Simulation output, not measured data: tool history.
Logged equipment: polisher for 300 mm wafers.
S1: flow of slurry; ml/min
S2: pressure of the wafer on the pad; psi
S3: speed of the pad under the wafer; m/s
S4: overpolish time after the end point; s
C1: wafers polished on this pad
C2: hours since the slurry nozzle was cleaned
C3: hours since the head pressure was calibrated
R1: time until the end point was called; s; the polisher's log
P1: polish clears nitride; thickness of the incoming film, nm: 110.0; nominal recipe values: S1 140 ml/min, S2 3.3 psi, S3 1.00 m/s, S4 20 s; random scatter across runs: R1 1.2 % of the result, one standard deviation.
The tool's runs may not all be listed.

| run | hour | S1 | S2 | S3 | S4 | C1 | C2 | C3 | R1 |
|---|---|---|---|---|---|---|---|---|---|
| 1 | 4.5 | 140 | 3.3 | 1.00 | 20 | 155 | 407.2 | 942.6 | 123.080 |
| 2 | 8.2 | 140 | 3.3 | 1.00 | 20 | 171 | 410.9 | 946.3 | 122.250 |
|  | 9.4 | head pressure recalibrated |
| 3 | 11.1 | 85 | 3.3 | 1.00 | 20 | 184 | 413.8 | 1.8 | 140.140 |
| 4 | 15.7 | 140 | 3.3 | 0.44 | 20 | 204 | 418.4 | 6.4 | 275.430 |
| 5 | 20.8 | 185 | 3.3 | 1.00 | 20 | 227 | 423.5 | 11.5 | 115.870 |
| 6 | 26.2 | 140 | 3.3 | 1.52 | 20 | 250 | 428.9 | 16.9 | 81.641 |
| 7 | 30.7 | 140 | 5.1 | 1.00 | 20 | 270 | 433.4 | 21.4 | 78.360 |
| 8 | 33.3 | 140 | 1.6 | 1.00 | 20 | 281 | 436.0 | 24.0 | 251.580 |
| 9 | 37.5 | 140 | 3.3 | 1.00 | 20 | 300 | 440.2 | 28.2 | 123.410 |
| 10 | 42.7 | 140 | 3.3 | 1.00 | 20 | 323 | 445.4 | 33.4 | 121.850 |
| 11 | 47.8 | 220 | 3.3 | 1.46 | 20 | 345 | 450.5 | 38.5 | 78.759 |
| 12 | 52.3 | 140 | 3.3 | 1.00 | 20 | 365 | 455.0 | 43.0 | 119.640 |
|  | 55.2 | slurry nozzle cleaned |
| 13 | 55.7 | 140 | 3.3 | 1.00 | 40 | 380 | 0.5 | 46.4 | 124.290 |
| 14 | 60.4 | 140 | 3.3 | 1.00 | 20 | 400 | 5.2 | 51.1 | 123.010 |
| 15 | 65.3 | 140 | 3.3 | 1.00 | 10 | 422 | 10.1 | 56.0 | 122.730 |
| 16 | 69.3 | 140 | 3.3 | 1.00 | 20 | 439 | 14.1 | 60.0 | 123.470 |
| 17 | 75.1 | 140 | 3.3 | 1.00 | 20 | 465 | 19.9 | 65.8 | 124.240 |
| 18 | 79.6 | 140 | 3.3 | 1.00 | 20 | 485 | 24.4 | 70.3 | 130.800 |
| 19 | 84.4 | 140 | 3.3 | 1.00 | 20 | 506 | 29.2 | 75.1 | 134.420 |
| 20 | 90.3 | 140 | 3.3 | 1.00 | 20 | 532 | 35.1 | 81.0 | 135.160 |
|  | 90.4 | head pressure recalibrated |
| 21 | 95.1 | 140 | 3.3 | 1.00 | 20 | 553 | 39.9 | 4.8 | 137.170 |
| 22 | 97.8 | 140 | 3.3 | 1.00 | 20 | 564 | 42.6 | 7.5 | 138.030 |
| 23 | 101.0 | 140 | 3.3 | 1.00 | 20 | 578 | 45.8 | 10.7 | 136.900 |
| 24 | 106.7 | 140 | 3.3 | 1.00 | 20 | 603 | 51.5 | 16.4 | 137.010 |
| 25 | 111.4 | 140 | 3.3 | 1.00 | 20 | 624 | 56.2 | 21.1 | 136.080 |
| 26 | 115.4 | 140 | 3.3 | 1.00 | 20 | 642 | 60.2 | 25.1 | 140.570 |

The log shows P1 creeping away from where it was. Any of the 2 causes listed here, at the size stated for it, fits the log just as well as the others:
A: removal rate lost through wear of the pad, % = 10.4
B: slurry flow missing at the pad, % = 37.9
The drift started at roughly hour 69.3.
Why every other cause is out:
head's pressure below its setpoint, %: was serviced at hour 90.4, once the creep was under way, yet the earlier output never came back

Which of the 4 check runs listed below, each an average over 5 wafers with its results shown as question marks, gives clearly different results under the different listed causes?
| check 1 | 119.4 | 140 | 1.6 | 1.00 | 34 |  |  |  | ? |
| check 2 | 119.4 | 140 | 3.3 | 1.36 | 37 |  |  |  | ? |
| check 3 | 119.4 | 100 | 3.3 | 1.00 | 20 |  |  |  | ? |
| check 4 | 119.4 | 140 | 1.6 | 0.56 | 20 |  |  |  | ? |

Check results expected under each cause:
| check | result | if A | if B |
|---|---|---|---|
| check 1 | R1 | 282.860 | 283.000 |
| check 2 | R1 | 100.840 | 100.890 |
| check 3 | R1 | 147.520 | 153.230 |
| check 4 | R1 | 505.110 | 505.360 |
Gap, in per cent, between the two causes that each check separates least, read from the result that separates them most: check 1 0.05 %; check 2 0.05 %; check 3 3.79 %; check 4 0.05 %
Of the check runs offered, only check 3 discriminates between the causes; the rest would read about the same regardless of which cause applies.

Check 3 was then run and gave: R1 146.850 s. Which cause is it?

It was cause A: removal rate lost through wear of the pad, %.
